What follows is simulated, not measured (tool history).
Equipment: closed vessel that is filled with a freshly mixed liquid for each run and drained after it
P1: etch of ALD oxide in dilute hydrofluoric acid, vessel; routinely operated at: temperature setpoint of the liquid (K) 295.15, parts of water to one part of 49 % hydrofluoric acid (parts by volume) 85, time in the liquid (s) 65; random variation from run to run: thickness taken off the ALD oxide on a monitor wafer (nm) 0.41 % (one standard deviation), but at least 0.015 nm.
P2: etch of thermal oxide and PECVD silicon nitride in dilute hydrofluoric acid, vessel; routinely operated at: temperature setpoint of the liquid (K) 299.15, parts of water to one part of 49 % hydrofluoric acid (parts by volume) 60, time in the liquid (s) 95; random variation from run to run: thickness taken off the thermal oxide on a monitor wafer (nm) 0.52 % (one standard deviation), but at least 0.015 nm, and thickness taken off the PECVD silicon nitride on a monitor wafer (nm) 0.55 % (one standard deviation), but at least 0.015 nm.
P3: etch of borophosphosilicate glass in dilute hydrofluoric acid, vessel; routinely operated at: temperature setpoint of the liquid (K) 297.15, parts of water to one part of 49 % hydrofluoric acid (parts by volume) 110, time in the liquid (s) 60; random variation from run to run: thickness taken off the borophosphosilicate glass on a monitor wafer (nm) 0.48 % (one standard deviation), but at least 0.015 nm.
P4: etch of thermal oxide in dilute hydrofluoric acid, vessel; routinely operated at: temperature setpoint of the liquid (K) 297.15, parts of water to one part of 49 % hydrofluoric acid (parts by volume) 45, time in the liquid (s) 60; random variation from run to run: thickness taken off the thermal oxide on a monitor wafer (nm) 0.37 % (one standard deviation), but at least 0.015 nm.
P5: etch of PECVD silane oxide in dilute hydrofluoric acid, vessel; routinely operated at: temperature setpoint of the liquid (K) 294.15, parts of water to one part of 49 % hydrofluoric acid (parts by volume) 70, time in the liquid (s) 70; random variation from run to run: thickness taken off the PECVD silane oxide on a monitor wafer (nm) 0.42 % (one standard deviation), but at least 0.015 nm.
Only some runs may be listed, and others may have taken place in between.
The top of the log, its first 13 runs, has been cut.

run	hour	process that ran	temperature setpoint of the liquid (K)	parts of water to one part of 49 % hydrofluoric acid (parts by volume)	time in the liquid (s)	hours since the thermometer was replaced	hours since the hydrofluoric acid flow meter was replaced	thickness taken off the ALD oxide on a monitor wafer (nm)	thickness taken off the borophosphosilicate glass on a monitor wafer (nm)	thickness taken off the thermal oxide on a monitor wafer (nm)	thickness taken off the PECVD silane oxide on a monitor wafer (nm)	thickness taken off the PECVD silicon nitride on a monitor wafer (nm)
14	166.6	P4	297.15	45	60	1180.2	257.3			7.1892		
15	174.2	P4	302.15	45	60	1187.8	264.9			8.7793		
16	181.5	P1	295.15	45	65	1195.1	272.2	28.1340				
17	188.2	P1	295.15	85	65	1201.8	278.9	14.0950				
18	198.9	P2	299.15	85	95	1212.5	289.6			6.2456		4.9362
19	210.0	P1	295.15	85	120	1223.6	300.7	26.0370				
20	222.2	P2	299.15	60	185	1235.8	312.9			17.6560		13.5920
21	231.6	P2	302.65	60	95	1245.2	322.3			10.4290		8.8780
22	239.7	P1	295.15	85	65	1253.3	330.4	14.1030				
23	249.4	P4	297.15	60	60	1263.0	340.1			5.2828		
24	260.2	P5	294.15	105	70	1273.8	350.9				11.953	
25	268.8	P3	297.15	55	60	1282.4	359.5		75.864			
26	279.1	P1	295.15	85	65	1292.7	369.8	13.9470				
27	292.7	P5	294.15	70	70	1306.3	383.4				18.703	
28	303.1	P3	290.65	110	60	1316.7	393.8		27.436			

Estimate the outcome of run 29 from the log above:
# hour 305.2: thermometer replaced
29	315.5	P3	297.15	110	35	10.3	406.2		?			

thickness taken off the borophosphosilicate glass on a monitor wafer (nm): 20.708

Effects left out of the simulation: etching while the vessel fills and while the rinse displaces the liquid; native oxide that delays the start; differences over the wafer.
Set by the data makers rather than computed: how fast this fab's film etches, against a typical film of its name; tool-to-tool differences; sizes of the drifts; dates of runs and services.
